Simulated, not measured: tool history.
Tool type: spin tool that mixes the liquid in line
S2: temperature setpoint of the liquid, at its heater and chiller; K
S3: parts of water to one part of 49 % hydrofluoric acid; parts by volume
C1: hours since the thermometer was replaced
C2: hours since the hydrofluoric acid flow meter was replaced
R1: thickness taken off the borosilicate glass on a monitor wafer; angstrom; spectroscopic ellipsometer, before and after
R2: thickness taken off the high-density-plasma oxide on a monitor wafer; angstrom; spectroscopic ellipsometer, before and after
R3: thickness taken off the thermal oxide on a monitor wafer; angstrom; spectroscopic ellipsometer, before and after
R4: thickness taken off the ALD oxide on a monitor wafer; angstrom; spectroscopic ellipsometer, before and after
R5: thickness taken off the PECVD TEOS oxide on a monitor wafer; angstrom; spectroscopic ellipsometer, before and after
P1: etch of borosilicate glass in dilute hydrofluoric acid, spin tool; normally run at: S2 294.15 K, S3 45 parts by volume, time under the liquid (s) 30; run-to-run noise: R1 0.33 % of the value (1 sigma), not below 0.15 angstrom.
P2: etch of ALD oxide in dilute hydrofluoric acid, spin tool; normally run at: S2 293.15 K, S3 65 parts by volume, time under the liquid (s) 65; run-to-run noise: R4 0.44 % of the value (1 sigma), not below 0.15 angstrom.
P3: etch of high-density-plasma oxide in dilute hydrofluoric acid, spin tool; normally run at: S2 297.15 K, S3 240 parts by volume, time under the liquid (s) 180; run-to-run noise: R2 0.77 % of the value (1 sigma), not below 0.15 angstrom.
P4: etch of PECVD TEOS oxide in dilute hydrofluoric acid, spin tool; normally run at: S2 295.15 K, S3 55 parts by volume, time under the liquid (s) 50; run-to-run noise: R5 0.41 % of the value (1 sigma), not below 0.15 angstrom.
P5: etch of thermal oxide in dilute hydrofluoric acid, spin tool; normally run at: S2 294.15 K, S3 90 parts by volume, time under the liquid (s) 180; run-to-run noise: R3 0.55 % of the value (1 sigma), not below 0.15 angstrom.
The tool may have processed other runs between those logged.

{"run": 1, "hour": 7.9, "process that ran": "P1", "S2": 294.15, "S3": 45, "time under the liquid (s)": 30, "C1": 838.2, "C2": 165.1, "R1": 152.79}
{"run": 2, "hour": 18.6, "process that ran": "P3", "S2": 301.15, "S3": 240, "time under the liquid (s)": 180, "C1": 848.9, "C2": 175.8, "R2": 37.787}
{"run": 3, "hour": 26.7, "process that ran": "P5", "S2": 294.15, "S3": 90, "time under the liquid (s)": 180, "C1": 857, "C2": 183.9, "R3": 88.136}
{"run": 4, "hour": 33.1, "process that ran": "P1", "S2": 294.15, "S3": 45, "time under the liquid (s)": 30, "C1": 863.4, "C2": 190.3, "R1": 152.17}
{"run": 5, "hour": 42.9, "process that ran": "P1", "S2": 294.15, "S3": 20, "time under the liquid (s)": 30, "C1": 873.2, "C2": 200.1, "R1": 353.84}
{"run": 6, "hour": 51.8, "process that ran": "P2", "S2": 300.65, "S3": 65, "time under the liquid (s)": 65, "C1": 882.1, "C2": 209, "R4": 302.02}
{"run": 7, "hour": 63.8, "process that ran": "P4", "S2": 295.15, "S3": 55, "time under the liquid (s)": 50, "C1": 894.1, "C2": 221, "R5": 96.06}
{"run": 8, "hour": 74.2, "process that ran": "P5", "S2": 294.15, "S3": 90, "time under the liquid (s)": 15, "C1": 904.5, "C2": 231.4, "R3": 7.1802}
{"run": 9, "hour": 82.8, "process that ran": "P1", "S2": 294.15, "S3": 45, "time under the liquid (s)": 15, "C1": 913.1, "C2": 240, "R1": 75.821}
{"run": 10, "hour": 89.5, "process that ran": "P1", "S2": 294.15, "S3": 45, "time under the liquid (s)": 60, "C1": 919.8, "C2": 246.7, "R1": 305.43}
{"run": 11, "hour": 96.2, "process that ran": "P5", "S2": 294.15, "S3": 90, "time under the liquid (s)": 180, "C1": 926.5, "C2": 253.4, "R3": 88.223}
{"run": 12, "hour": 109.5, "process that ran": "P5", "S2": 294.15, "S3": 20, "time under the liquid (s)": 180, "C1": 939.8, "C2": 266.7, "R3": 429.25}
{"run": 13, "hour": 117.9, "process that ran": "P3", "S2": 297.15, "S3": 240, "time under the liquid (s)": 180, "C1": 948.2, "C2": 275.1, "R2": 33.044}
{"run": 14, "hour": 131.6, "process that ran": "P1", "S2": 294.15, "S3": 45, "time under the liquid (s)": 30, "C1": 961.9, "C2": 288.8, "R1": 153.04}
{"run": 15, "hour": 139.3, "process that ran": "P1", "S2": 290.15, "S3": 45, "time under the liquid (s)": 30, "C1": 969.6, "C2": 296.5, "R1": 127.68}
{"run": 16, "hour": 145.4, "process that ran": "P1", "S2": 298.65, "S3": 45, "time under the liquid (s)": 30, "C1": 975.7, "C2": 302.6, "R1": 183.67}
{"run": 17, "hour": 155.3, "process that ran": "P2", "S2": 293.15, "S3": 65, "time under the liquid (s)": 65, "C1": 985.6, "C2": 312.5, "R4": 220.36}
{"run": 18, "hour": 163.8, "process that ran": "P4", "S2": 290.15, "S3": 55, "time under the liquid (s)": 50, "C1": 994.1, "C2": 321, "R5": 77.586}
{"run": 19, "hour": 171.4, "process that ran": "P1", "S2": 294.15, "S3": 60, "time under the liquid (s)": 60, "C1": 1001.7, "C2": 328.6, "R1": 225.78}
{"run": 20, "hour": 179.4, "process that ran": "P2", "S2": 293.15, "S3": 65, "time under the liquid (s)": 105, "C1": 1009.7, "C2": 336.6, "R4": 357.81}
{"run": 21, "hour": 189.2, "process that ran": "P1", "S2": 298.15, "S3": 45, "time under the liquid (s)": 15, "C1": 1019.5, "C2": 346.4, "R1": 89.718}
{"run": 22, "hour": 200.8, "process that ran": "P4", "S2": 295.15, "S3": 55, "time under the liquid (s)": 75, "C1": 1031.1, "C2": 358, "R5": 143.16}
{"run": 23, "hour": 211.2, "process that ran": "P2", "S2": 293.15, "S3": 20, "time under the liquid (s)": 65, "C1": 1041.5, "C2": 368.4, "R4": 763.3}
{"run": 24, "hour": 217.7, "process that ran": "P3", "S2": 297.15, "S3": 240, "time under the liquid (s)": 180, "C1": 1048, "C2": 374.9, "R2": 32.222}
{"run": 25, "hour": 223.7, "process that ran": "P1", "S2": 294.15, "S3": 45, "time under the liquid (s)": 30, "C1": 1054, "C2": 380.9, "R1": 153.25}
{"run": 26, "hour": 234.6, "process that ran": "P3", "S2": 297.15, "S3": 380, "time under the liquid (s)": 180, "C1": 1064.9, "C2": 391.8, "R2": 18.168}
{"run": 27, "hour": 247.2, "process that ran": "P3", "S2": 297.15, "S3": 240, "time under the liquid (s)": 365, "C1": 1077.5, "C2": 404.4, "R2": 66.842}
{"run": 28, "hour": 253.4, "process that ran": "P5", "S2": 300.15, "S3": 90, "time under the liquid (s)": 180, "C1": 1083.7, "C2": 410.6, "R3": 111.24}
{"run": 29, "hour": 262.6, "process that ran": "P1", "S2": 294.15, "S3": 75, "time under the liquid (s)": 30, "C1": 1092.9, "C2": 419.8, "R1": 89.167}
{"run": 30, "hour": 269.2, "process that ran": "P1", "S2": 294.15, "S3": 45, "time under the liquid (s)": 30, "C1": 1099.5, "C2": 426.4, "R1": 152.96}
{"run": 31, "hour": 278.6, "process that ran": "P4", "S2": 295.15, "S3": 105, "time under the liquid (s)": 50, "C1": 1108.9, "C2": 435.8, "R5": 47.62}
{"run": 32, "hour": 289.7, "process that ran": "P1", "S2": 294.15, "S3": 45, "time under the liquid (s)": 30, "C1": 1120, "C2": 446.9, "R1": 152.69}
{"run": 33, "hour": 298.3, "process that ran": "P1", "S2": 294.15, "S3": 45, "time under the liquid (s)": 30, "C1": 1128.6, "C2": 455.5, "R1": 150.01}
{"run": 34, "hour": 311.0, "process that ran": "P1", "S2": 294.15, "S3": 45, "time under the liquid (s)": 30, "C1": 1141.3, "C2": 468.2, "R1": 147.89}
{"run": 35, "hour": 322.0, "process that ran": "P1", "S2": 294.15, "S3": 45, "time under the liquid (s)": 30, "C1": 1152.3, "C2": 479.2, "R1": 146.62}
{"run": 36, "hour": 333.9, "process that ran": "P1", "S2": 294.15, "S3": 45, "time under the liquid (s)": 30, "C1": 1164.2, "C2": 491.1, "R1": 145.07}
{"run": 37, "hour": 345.3, "process that ran": "P1", "S2": 294.15, "S3": 45, "time under the liquid (s)": 30, "C1": 1175.6, "C2": 502.5, "R1": 143.94}
{"run": 38, "hour": 358.5, "process that ran": "P1", "S2": 294.15, "S3": 45, "time under the liquid (s)": 30, "C1": 1188.8, "C2": 515.7, "R1": 144.52}
{"run": 39, "hour": 366.3, "process that ran": "P1", "S2": 294.15, "S3": 45, "time under the liquid (s)": 30, "C1": 1196.6, "C2": 523.5, "R1": 143.1}
{"run": 40, "hour": 378.0, "process that ran": "P1", "S2": 294.15, "S3": 45, "time under the liquid (s)": 30, "C1": 1208.3, "C2": 535.2, "R1": 143.82}
{"run": 41, "hour": 390.7, "process that ran": "P1", "S2": 294.15, "S3": 45, "time under the liquid (s)": 30, "C1": 1221, "C2": 547.9, "R1": 143.16}
{"run": 42, "hour": 402.7, "process that ran": "P1", "S2": 294.15, "S3": 45, "time under the liquid (s)": 30, "C1": 1233, "C2": 559.9, "R1": 143.64}

The output of P1 has drifted from where it used to be. Each of the 2 causes below, taken at the size shown beside it, accounts for the log equally well:
A: liquid colder than its thermometer reads (K) = 1.49
B: hydrofluoric acid flow below the setpoint (%) = 5.79
The drift started at roughly hour 289.7.

Below are 4 check runs, each averaged over 5 wafers, with their results shown as question marks. Which of them would give clearly different results depending on which cause is behind the drift?
{"run": "check 1", "hour": 414.7, "process that ran": "P4", "S2": 291.15, "S3": 85, "time under the liquid (s)": 50, "R5": "?"}
{"run": "check 2", "hour": 414.7, "process that ran": "P3", "S2": 297.15, "S3": 375, "time under the liquid (s)": 330, "R2": "?"}
{"run": "check 3", "hour": 414.7, "process that ran": "P5", "S2": 298.15, "S3": 90, "time under the liquid (s)": 15, "R3": "?"}
{"run": "check 4", "hour": 414.7, "process that ran": "P2", "S2": 299.65, "S3": 20, "time under the liquid (s)": 65, "R4": "?"}

Check results expected under each cause:
check=check_1 result=R5 if_A=47.777 if_B=47.683
check=check_2 result=R2 if_A=32.032 if_B=31.073
check=check_3 result=R3 if_A=8.0991 if_B=8.0399
check=check_4 result=R4 if_A=942.05 if_B=942.66
How far apart the two closest causes lie, in the result that separates them most: check 1 0.2 %; check 2 3.04 %; check 3 0.73 %; check 4 0.06 %
Only in check 2 would the causes give clearly different results; in the remaining checks their results would be nearly the same.

Then check 2 was run and gave: R2 30.85 angstrom. Which cause is it?

B is the cause: hydrofluoric acid flow below the setpoint (%).
